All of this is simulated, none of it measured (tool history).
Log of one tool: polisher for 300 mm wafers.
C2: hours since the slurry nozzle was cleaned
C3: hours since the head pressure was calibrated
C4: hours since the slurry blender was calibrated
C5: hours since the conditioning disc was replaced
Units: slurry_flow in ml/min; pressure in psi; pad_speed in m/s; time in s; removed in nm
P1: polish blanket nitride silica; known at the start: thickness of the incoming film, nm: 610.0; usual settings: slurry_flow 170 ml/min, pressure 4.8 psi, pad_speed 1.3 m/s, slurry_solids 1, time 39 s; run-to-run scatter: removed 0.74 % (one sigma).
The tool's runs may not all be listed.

Run 1, hour 8.5: slurry_flow 170 ml/min, pressure 4.8 psi, pad_speed 1.3 m/s, slurry_solids 1, time 39 s; wafers polished on this pad 704; C2 140.6; C3 116.3; C4 112.7; C5 208.1. Result: removed 35.511 nm.
Run 2, hour 21.6: slurry_flow 170 ml/min, pressure 4.8 psi, pad_speed 1.3 m/s, slurry_solids 1, time 39 s; wafers polished on this pad 852; C2 153.7; C3 129.4; C4 125.8; C5 221.2. Result: removed 35.434 nm.
Run 3, hour 29.4: slurry_flow 240 ml/min, pressure 6.5 psi, pad_speed 1.3 m/s, slurry_solids 1, time 39 s; wafers polished on this pad 940; C2 161.5; C3 137.2; C4 133.6; C5 229. Result: removed 50.125 nm.
Run 4, hour 45.1: slurry_flow 170 ml/min, pressure 4.8 psi, pad_speed 1.3 m/s, slurry_solids 1, time 39 s; wafers polished on this pad 1117; C2 177.2; C3 152.9; C4 149.3; C5 244.7. Result: removed 35.18 nm.
Run 5, hour 61.8: slurry_flow 170 ml/min, pressure 4.8 psi, pad_speed 1.3 m/s, slurry_solids 0.55, time 39 s; wafers polished on this pad 1306; C2 193.9; C3 169.6; C4 166; C5 261.4. Result: removed 25.729 nm.
Run 6, hour 72.7: slurry_flow 170 ml/min, pressure 4.8 psi, pad_speed 1.3 m/s, slurry_solids 1, time 39 s; wafers polished on this pad 1429; C2 204.8; C3 180.5; C4 176.9; C5 272.3. Result: removed 35.476 nm.
Run 7, hour 84: slurry_flow 100 ml/min, pressure 4.8 psi, pad_speed 1.3 m/s, slurry_solids 1, time 39 s; wafers polished on this pad 1557; C2 216.1; C3 191.8; C4 188.2; C5 283.6. Result: removed 31.77 nm.
Run 8, hour 100.8: slurry_flow 170 ml/min, pressure 4.8 psi, pad_speed 1.88 m/s, slurry_solids 1, time 39 s; wafers polished on this pad 1747; C2 232.9; C3 208.6; C4 205; C5 300.4. Result: removed 47.481 nm.
Run 9, hour 117: slurry_flow 100 ml/min, pressure 7.3 psi, pad_speed 1.3 m/s, slurry_solids 1, time 39 s; wafers polished on this pad 1930; C2 249.1; C3 224.8; C4 221.2; C5 316.6. Result: removed 48.615 nm.
Run 10, hour 130.5: slurry_flow 170 ml/min, pressure 4.8 psi, pad_speed 0.6 m/s, slurry_solids 1, time 39 s; wafers polished on this pad 2082; C2 262.6; C3 238.3; C4 234.7; C5 330.1. Result: removed 19.373 nm.
Run 11, hour 142.8: slurry_flow 170 ml/min, pressure 4.8 psi, pad_speed 1.3 m/s, slurry_solids 1, time 39 s; wafers polished on this pad 2222; C2 274.9; C3 250.6; C4 247; C5 342.4. Result: removed 35.232 nm.
Run 12, hour 154.2: slurry_flow 260 ml/min, pressure 4.8 psi, pad_speed 1.3 m/s, slurry_solids 1, time 39 s; wafers polished on this pad 2350; C2 286.3; C3 262; C4 258.4; C5 353.8. Result: removed 36.884 nm.
Run 13, hour 166.2: slurry_flow 245 ml/min, pressure 4.8 psi, pad_speed 1.9 m/s, slurry_solids 1, time 39 s; wafers polished on this pad 2486; C2 298.3; C3 274; C4 270.4; C5 365.8. Result: removed 49.815 nm.
Run 14, hour 181.6: slurry_flow 170 ml/min, pressure 4.8 psi, pad_speed 1.3 m/s, slurry_solids 1, time 19 s; wafers polished on this pad 2660; C2 313.7; C3 289.4; C4 285.8; C5 381.2. Result: removed 17.113 nm.
At hour 196.2: slurry blender recalibrated.
Run 15, hour 198: slurry_flow 170 ml/min, pressure 3.3 psi, pad_speed 1.3 m/s, slurry_solids 1, time 39 s; wafers polished on this pad 2845; C2 330.1; C3 305.8; C4 1.8; C5 397.6. Result: removed 24.182 nm.
Run 16, hour 210.2: slurry_flow 170 ml/min, pressure 4.8 psi, pad_speed 1.3 m/s, slurry_solids 1, time 39 s; wafers polished on this pad 2983; C2 342.3; C3 318; C4 14; C5 409.8. Result: removed 35.293 nm.
Run 17, hour 219.9: slurry_flow 170 ml/min, pressure 4.8 psi, pad_speed 1.3 m/s, slurry_solids 1.3, time 39 s; wafers polished on this pad 3093; C2 352; C3 327.7; C4 23.7; C5 419.5. Result: removed 39.642 nm.
At hour 226.6: slurry nozzle cleaned.
Run 18, hour 230.4: slurry_flow 170 ml/min, pressure 4.8 psi, pad_speed 1.3 m/s, slurry_solids 1, time 62 s; wafers polished on this pad 3212; C2 3.8; C3 338.2; C4 34.2; C5 430. Result: removed 55.92 nm.
Run 19, hour 246.6: slurry_flow 170 ml/min, pressure 6.5 psi, pad_speed 1.3 m/s, slurry_solids 1, time 39 s; wafers polished on this pad 3395; C2 20; C3 354.4; C4 50.4; C5 446.2. Result: removed 48.34 nm.
Run 20, hour 257.3: slurry_flow 170 ml/min, pressure 4.8 psi, pad_speed 1.3 m/s, slurry_solids 1, time 39 s; wafers polished on this pad 3516; C2 30.7; C3 365.1; C4 61.1; C5 456.9. Result: removed 35.373 nm.
Run 21, hour 268.2: slurry_flow 170 ml/min, pressure 4.8 psi, pad_speed 1.3 m/s, slurry_solids 1, time 39 s; wafers polished on this pad 3639; C2 41.6; C3 376; C4 72; C5 467.8. Result: removed 33.992 nm.
Run 22, hour 282.2: slurry_flow 170 ml/min, pressure 4.8 psi, pad_speed 1.3 m/s, slurry_solids 1, time 39 s; wafers polished on this pad 3797; C2 55.6; C3 390; C4 86; C5 481.8. Result: removed 32.637 nm.
Run 23, hour 298.7: slurry_flow 170 ml/min, pressure 4.8 psi, pad_speed 1.3 m/s, slurry_solids 1, time 39 s; wafers polished on this pad 3983; C2 72.1; C3 406.5; C4 102.5; C5 498.3. Result: removed 31.882 nm.
Run 24, hour 313.5: slurry_flow 170 ml/min, pressure 4.8 psi, pad_speed 1.3 m/s, slurry_solids 1, time 39 s; wafers polished on this pad 4151; C2 86.9; C3 421.3; C4 117.3; C5 513.1. Result: removed 31.693 nm.
At hour 313.9: head pressure recalibrated.
Run 25, hour 322.5: slurry_flow 170 ml/min, pressure 4.8 psi, pad_speed 1.3 m/s, slurry_solids 1, time 39 s; wafers polished on this pad 4252; C2 95.9; C3 8.7; C4 126.3; C5 522.1. Result: removed 31.32 nm.
At hour 324.7: conditioning disc replaced and pad reconditioned.
Run 26, hour 332.9: slurry_flow 170 ml/min, pressure 4.8 psi, pad_speed 1.3 m/s, slurry_solids 1, time 39 s; wafers polished on this pad 4370; C2 106.3; C3 19.1; C4 136.7; C5 8.3. Result: removed 31.266 nm.
At hour 344.1: slurry nozzle cleaned.
Run 27, hour 350.3: slurry_flow 170 ml/min, pressure 4.8 psi, pad_speed 1.3 m/s, slurry_solids 1, time 39 s; wafers polished on this pad 4567; C2 6.3; C3 36.5; C4 154.1; C5 25.7. Result: removed 31.094 nm.
Run 28, hour 362.5: slurry_flow 170 ml/min, pressure 4.8 psi, pad_speed 1.3 m/s, slurry_solids 1, time 39 s; wafers polished on this pad 4704; C2 18.5; C3 48.7; C4 166.3; C5 37.9. Result: removed 30.666 nm.

Forecast run 29:
Run 29, hour 376.6: slurry_flow 170 ml/min, pressure 4.8 psi, pad_speed 1.3 m/s, slurry_solids 1, time 39 s; wafers polished on this pad 4864; C2 32.6; C3 62.8; C4 180.4; C5 52. Result: removed ?.

removed: 30.91 nm
